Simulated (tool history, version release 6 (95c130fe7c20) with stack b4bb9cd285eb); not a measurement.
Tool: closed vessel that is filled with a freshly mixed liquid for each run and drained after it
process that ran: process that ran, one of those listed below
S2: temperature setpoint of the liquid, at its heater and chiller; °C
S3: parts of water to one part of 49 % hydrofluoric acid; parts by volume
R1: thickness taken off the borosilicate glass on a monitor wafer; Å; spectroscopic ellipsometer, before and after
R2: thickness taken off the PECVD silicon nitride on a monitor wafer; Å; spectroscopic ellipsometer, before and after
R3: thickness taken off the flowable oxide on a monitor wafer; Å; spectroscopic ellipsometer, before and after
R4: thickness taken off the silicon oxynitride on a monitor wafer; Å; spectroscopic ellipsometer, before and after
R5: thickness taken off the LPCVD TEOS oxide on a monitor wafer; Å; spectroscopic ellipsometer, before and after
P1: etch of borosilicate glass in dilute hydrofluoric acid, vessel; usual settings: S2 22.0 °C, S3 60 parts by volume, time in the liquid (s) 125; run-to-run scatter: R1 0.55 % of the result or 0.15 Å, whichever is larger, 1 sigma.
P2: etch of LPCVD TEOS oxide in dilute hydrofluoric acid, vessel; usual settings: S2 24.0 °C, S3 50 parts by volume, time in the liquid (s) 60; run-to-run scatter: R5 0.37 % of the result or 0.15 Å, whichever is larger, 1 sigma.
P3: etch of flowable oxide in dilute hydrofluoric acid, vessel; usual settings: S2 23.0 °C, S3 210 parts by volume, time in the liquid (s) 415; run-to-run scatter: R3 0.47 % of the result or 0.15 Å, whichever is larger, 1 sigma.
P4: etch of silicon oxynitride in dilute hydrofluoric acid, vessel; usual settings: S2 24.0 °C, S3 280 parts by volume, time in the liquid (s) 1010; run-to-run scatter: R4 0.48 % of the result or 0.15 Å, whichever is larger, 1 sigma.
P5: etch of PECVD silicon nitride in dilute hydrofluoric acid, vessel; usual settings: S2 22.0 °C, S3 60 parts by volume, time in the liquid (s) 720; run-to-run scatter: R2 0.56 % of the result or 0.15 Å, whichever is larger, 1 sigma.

run 1 day=0.483 | process_that_ran=P1 S2=22.0 S3=60 time_in_the_liquid_(s)=125 | R1=386.48
run 2 day=1.079 | process_that_ran=P5 S2=22.0 S3=60 time_in_the_liquid_(s)=720 | R2=435.52
run 3 day=1.446 | process_that_ran=P1 S2=22.0 S3=20 time_in_the_liquid_(s)=125 | R1=1208.00
run 4 day=1.929 | process_that_ran=P1 S2=22.0 S3=60 time_in_the_liquid_(s)=125 | R1=385.81
run 5 day=2.538 | process_that_ran=P5 S2=22.0 S3=60 time_in_the_liquid_(s)=720 | R2=439.91
run 6 day=3.167 | process_that_ran=P3 S2=17.0 S3=210 time_in_the_liquid_(s)=415 | R3=391.17
run 7 day=3.588 | process_that_ran=P1 S2=29.5 S3=60 time_in_the_liquid_(s)=125 | R1=518.53
run 8 day=4.133 | process_that_ran=P3 S2=23.0 S3=210 time_in_the_liquid_(s)=415 | R3=495.44
run 9 day=4.750 | process_that_ran=P4 S2=24.0 S3=280 time_in_the_liquid_(s)=1010 | R4=149.390
run 10 day=5.279 | process_that_ran=P1 S2=22.0 S3=60 time_in_the_liquid_(s)=35 | R1=108.41
run 11 day=5.817 | process_that_ran=P5 S2=30.0 S3=60 time_in_the_liquid_(s)=720 | R2=753.12
run 12 day=6.400 | process_that_ran=P2 S2=24.0 S3=50 time_in_the_liquid_(s)=105 | R5=725.10
run 13 day=6.912 | process_that_ran=P1 S2=22.0 S3=30 time_in_the_liquid_(s)=195 | R1=1251.20
run 14 day=7.592 | process_that_ran=P2 S2=30.5 S3=50 time_in_the_liquid_(s)=60 | R5=543.75
run 15 day=8.104 | process_that_ran=P1 S2=22.0 S3=60 time_in_the_liquid_(s)=125 | R1=385.02
run 16 day=8.771 | process_that_ran=P2 S2=24.0 S3=20 time_in_the_liquid_(s)=60 | R5=1090.10
run 17 day=9.258 | process_that_ran=P3 S2=23.0 S3=45 time_in_the_liquid_(s)=415 | R3=2790.30
run 18 day=9.642 | process_that_ran=P3 S2=23.0 S3=210 time_in_the_liquid_(s)=160 | R3=189.71
run 19 day=10.275 | process_that_ran=P4 S2=24.0 S3=280 time_in_the_liquid_(s)=225 | R4=33.476
run 20 day=10.600 | process_that_ran=P5 S2=22.0 S3=60 time_in_the_liquid_(s)=205 | R2=124.94
run 21 day=11.050 | process_that_ran=P1 S2=17.0 S3=60 time_in_the_liquid_(s)=125 | R1=313.71
run 22 day=11.412 | process_that_ran=P5 S2=22.0 S3=90 time_in_the_liquid_(s)=720 | R2=294.42
run 23 day=12.033 | process_that_ran=P1 S2=22.0 S3=60 time_in_the_liquid_(s)=125 | R1=389.34
run 24 day=12.433 | process_that_ran=P1 S2=22.0 S3=60 time_in_the_liquid_(s)=125 | R1=388.36
run 25 day=12.767 | process_that_ran=P4 S2=24.0 S3=115 time_in_the_liquid_(s)=1010 | R4=411.780
run 26 day=13.150 | process_that_ran=P1 S2=22.0 S3=85 time_in_the_liquid_(s)=125 | R1=263.38
run 27 day=13.475 | process_that_ran=P2 S2=24.0 S3=50 time_in_the_liquid_(s)=60 | R5=416.93
run 28 day=14.150 | process_that_ran=P4 S2=29.5 S3=280 time_in_the_liquid_(s)=1010 | R4=187.200
run 29 day=14.554 | process_that_ran=P1 S2=22.0 S3=60 time_in_the_liquid_(s)=195 | R1=605.05
run 30 day=15.117 | process_that_ran=P2 S2=24.0 S3=50 time_in_the_liquid_(s)=60 | R5=416.99
run 31 day=15.621 | process_that_ran=P1 S2=22.0 S3=60 time_in_the_liquid_(s)=125 | R1=384.31
run 32 day=15.942 | process_that_ran=P1 S2=22.0 S3=60 time_in_the_liquid_(s)=125 | R1=379.32
run 33 day=16.612 | process_that_ran=P1 S2=22.0 S3=60 time_in_the_liquid_(s)=125 | R1=369.64
run 34 day=17.212 | process_that_ran=P1 S2=22.0 S3=60 time_in_the_liquid_(s)=125 | R1=365.45
run 35 day=17.533 | process_that_ran=P1 S2=22.0 S3=60 time_in_the_liquid_(s)=125 | R1=360.83
run 36 day=17.888 | process_that_ran=P1 S2=22.0 S3=60 time_in_the_liquid_(s)=125 | R1=361.52
run 37 day=18.217 | process_that_ran=P1 S2=22.0 S3=60 time_in_the_liquid_(s)=125 | R1=359.57
run 38 day=18.883 | process_that_ran=P1 S2=22.0 S3=60 time_in_the_liquid_(s)=125 | R1=357.85
run 39 day=19.388 | process_that_ran=P1 S2=22.0 S3=60 time_in_the_liquid_(s)=125 | R1=356.82
run 40 day=19.829 | process_that_ran=P1 S2=22.0 S3=60 time_in_the_liquid_(s)=125 | R1=358.41
run 41 day=20.371 | process_that_ran=P1 S2=22.0 S3=60 time_in_the_liquid_(s)=125 | R1=358.41
run 42 day=20.975 | process_that_ran=P1 S2=22.0 S3=60 time_in_the_liquid_(s)=125 | R1=352.22

What P1 gives has crept away from where it was. These 2 causes fit the log equally well, each at the size given:
A: hydrofluoric acid flow below the setpoint (%) = 7.26
B: liquid colder than its thermometer reads (K) = 1.95
The creep began at about day 15.621.

4 check runs are offered, one wafer each, their results left as question marks. Which one tells the causes apart?
run check 1 day=21.579 | process_that_ran=P2 S2=28.0 S3=25 time_in_the_liquid_(s)=60 | R5=?
run check 2 day=21.579 | process_that_ran=P5 S2=27.0 S3=60 time_in_the_liquid_(s)=720 | R2=?
run check 3 day=21.579 | process_that_ran=P4 S2=27.0 S3=280 time_in_the_liquid_(s)=315 | R4=?
run check 4 day=21.579 | process_that_ran=P3 S2=23.0 S3=45 time_in_the_liquid_(s)=265 | R3=?

What each check would give under each cause:
check=check_1 result=R5 if_A=941.40 if_B=939.76
check=check_2 result=R2 if_A=571.05 if_B=540.85
check=check_3 result=R4 if_A=48.239 if_B=48.736
check=check_4 result=R3 if_A=1639.50 if_B=1636.30
How far apart the two closest causes lie, in the result that separates them most: check 1 0.17 %; check 2 5.43 %; check 3 1.03 %; check 4 0.19 %
Check 2 tells the causes apart: in the others they would give nearly the same result.

Then check 2 was run and gave: R2 542.40 Å. Which cause is it?

It is B: liquid colder than its thermometer reads (K).

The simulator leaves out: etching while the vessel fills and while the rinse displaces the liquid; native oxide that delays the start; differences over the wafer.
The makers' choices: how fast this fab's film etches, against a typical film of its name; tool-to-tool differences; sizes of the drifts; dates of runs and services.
